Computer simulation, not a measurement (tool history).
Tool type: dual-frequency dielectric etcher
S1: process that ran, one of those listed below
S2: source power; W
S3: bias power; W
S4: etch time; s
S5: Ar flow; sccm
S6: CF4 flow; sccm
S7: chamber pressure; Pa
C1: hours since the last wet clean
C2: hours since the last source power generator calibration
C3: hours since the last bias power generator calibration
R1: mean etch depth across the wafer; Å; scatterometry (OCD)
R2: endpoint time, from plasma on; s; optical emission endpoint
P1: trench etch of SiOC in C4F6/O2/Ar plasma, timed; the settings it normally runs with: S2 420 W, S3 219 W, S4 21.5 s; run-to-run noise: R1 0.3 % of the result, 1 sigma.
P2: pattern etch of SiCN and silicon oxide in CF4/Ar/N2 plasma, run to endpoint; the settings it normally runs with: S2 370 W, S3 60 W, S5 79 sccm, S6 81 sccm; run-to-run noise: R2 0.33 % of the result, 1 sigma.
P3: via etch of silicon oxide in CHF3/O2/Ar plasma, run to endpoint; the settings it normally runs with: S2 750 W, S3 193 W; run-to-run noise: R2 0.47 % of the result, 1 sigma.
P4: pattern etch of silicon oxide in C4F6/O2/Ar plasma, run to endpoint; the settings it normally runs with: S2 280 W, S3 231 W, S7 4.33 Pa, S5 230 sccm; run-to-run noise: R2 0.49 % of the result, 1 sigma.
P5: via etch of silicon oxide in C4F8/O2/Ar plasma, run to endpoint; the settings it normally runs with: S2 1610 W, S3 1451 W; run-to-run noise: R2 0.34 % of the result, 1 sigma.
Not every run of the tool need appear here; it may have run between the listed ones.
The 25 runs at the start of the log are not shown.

run,day,S1,S2,S3,S4,S5,S6,S7,C1,C2,C3,R1,R2
26,8.246,P3,750,139,,,,,414.9,1892.8,168.8,,199.600
27,8.433,P1,420,219,21.5,,,,419.4,1897.3,173.3,492.00,
28,8.696,P2,370,77,,79,81,,425.7,1903.6,179.6,,13.883
29,8.929,P1,420,219,21.5,,,,431.3,1909.2,185.2,492.02,
30,9.150,P2,450,60,,79,81,,436.6,1914.5,190.5,,12.639
31,9.567,P5,1610,908,,,,,446.6,1924.5,200.5,,393.240
32,9.929,P1,420,170,21.5,,,,455.3,1933.2,209.2,453.98,
33,10.150,P4,280,164,,230,,4.33,460.6,1938.5,214.5,,13.061
34,10.492,P1,420,219,21.5,,,,468.8,1946.7,222.7,491.77,
35,10.692,P1,420,219,21.5,,,,473.6,1951.5,227.5,493.52,
36,10.996,P1,420,219,21.5,,,,480.9,1958.8,234.8,486.35,
# day 11.392: wet clean of the chamber
37,11.404,P1,420,219,21.5,,,,0.3,1968.6,244.6,485.09,
38,11.750,P1,420,219,21.5,,,,8.6,1976.9,252.9,483.84,
39,11.971,P1,420,219,21.5,,,,13.9,1982.2,258.2,487.45,
40,12.350,P1,420,219,21.5,,,,23.0,1991.3,267.3,484.03,

For run 41, what comes out?
41,12.721,P1,420,219,21.5,,,,31.9,2000.2,276.2,?,

R1: 484.90 Å
